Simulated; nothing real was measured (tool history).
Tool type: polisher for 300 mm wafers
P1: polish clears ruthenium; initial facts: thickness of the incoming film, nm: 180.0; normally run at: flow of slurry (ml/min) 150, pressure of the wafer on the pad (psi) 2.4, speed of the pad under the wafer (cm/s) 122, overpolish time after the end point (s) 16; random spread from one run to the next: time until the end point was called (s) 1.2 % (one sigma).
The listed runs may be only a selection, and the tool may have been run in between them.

| run | day | flow of slurry (ml/min) | pressure of the wafer on the pad (psi) | speed of the pad under the wafer (cm/s) | overpolish time after the end point (s) | time until the end point was called (s) |
|---|---|---|---|---|---|---|
| 1 | 0.371 | 150 | 2.4 | 122 | 16 | 117.37 |
| 2 | 0.767 | 150 | 2.4 | 122 | 16 | 114.47 |
| 3 | 1.204 | 110 | 2.4 | 76 | 16 | 199.39 |
| 4 | 1.454 | 195 | 2.4 | 122 | 16 | 114.6 |
| 5 | 1.896 | 150 | 3.6 | 122 | 16 | 78.779 |
| 6 | 2.325 | 150 | 2.4 | 122 | 32 | 115.21 |
| 7 | 2.625 | 150 | 2.4 | 122 | 16 | 118.41 |
| 8 | 2.892 | 150 | 1.6 | 122 | 16 | 178.14 |
| 9 | 3.35 | 90 | 2.4 | 122 | 29 | 129.67 |
| 10 | 3.583 | 150 | 2.4 | 122 | 16 | 116.86 |
| 11 | 4.012 | 150 | 2.4 | 166 | 16 | 85.783 |
| 12 | 4.25 | 150 | 2.4 | 122 | 9 | 118.42 |
| 13 | 4.483 | 150 | 2.4 | 122 | 16 | 115.72 |
| 14 | 4.808 | 90 | 2.4 | 122 | 16 | 130.58 |
|  | 5.096 | head pressure recalibrated |
| 15 | 5.242 | 150 | 2.4 | 122 | 16 | 115.9 |
| 16 | 5.646 | 150 | 2.4 | 82 | 16 | 176.47 |
| 17 | 6.104 | 150 | 2.4 | 122 | 16 | 117.62 |
| 18 | 6.458 | 150 | 2.4 | 122 | 16 | 119.21 |
| 19 | 6.738 | 150 | 2.4 | 122 | 16 | 121.53 |
| 20 | 7.2 | 150 | 2.4 | 122 | 16 | 123.31 |
| 21 | 7.554 | 150 | 2.4 | 122 | 16 | 127.71 |
| 22 | 8.021 | 150 | 2.4 | 122 | 16 | 124.5 |
|  | 8.067 | head pressure recalibrated |
| 23 | 8.283 | 150 | 2.4 | 122 | 16 | 125.42 |
| 24 | 8.538 | 150 | 2.4 | 122 | 16 | 127.37 |
| 25 | 8.821 | 150 | 2.4 | 122 | 16 | 127.51 |
| 26 | 9.046 | 150 | 2.4 | 122 | 16 | 125.51 |

What P1 gives has crept away from where it was. These 2 causes fit the log equally well, each at the size given:
A: slurry flow missing at the pad, % = 31.3
B: removal rate lost through wear of the pad, % = 7.42
The drift started at roughly day 6.104.
Ruled out, with reasons:
head's pressure below its setpoint, %: maintenance at day 8.067, after the shift began, did not return the process to its former output

Each of the check runs listed below is run on 5 wafers and reports their average, with the results left as question marks. Pick the one under which the possible causes would lead to clearly different results.
| check 1 | 9.271 | 150 | 2.4 | 166 | 27 | ? |
| check 2 | 9.271 | 90 | 2.4 | 122 | 16 | ? |
| check 3 | 9.271 | 150 | 3.6 | 122 | 16 | ? |
| check 4 | 9.271 | 150 | 3.6 | 98 | 16 | ? |

Check results expected under each cause:
| check | result | if A | if B |
|---|---|---|---|
| check 1 | time until the end point was called (s) | 92.974 | 92.971 |
| check 2 | time until the end point was called (s) | 147.78 | 141.49 |
| check 3 | time until the end point was called (s) | 84.337 | 84.334 |
| check 4 | time until the end point was called (s) | 104.99 | 104.99 |
Gap, in per cent, between the two causes that each check separates least, read from the result that separates them most: check 1 0 %; check 2 4.35 %; check 3 0 %; check 4 0 %
Check 2 is the one run that separates the causes; every other check would come out nearly the same whichever cause is at work.

With check 2 done, the readings were: time until the end point was called (s) 140.98. Identify which of the listed causes applies.

The correct cause is B, namely: removal rate lost through wear of the pad, %.

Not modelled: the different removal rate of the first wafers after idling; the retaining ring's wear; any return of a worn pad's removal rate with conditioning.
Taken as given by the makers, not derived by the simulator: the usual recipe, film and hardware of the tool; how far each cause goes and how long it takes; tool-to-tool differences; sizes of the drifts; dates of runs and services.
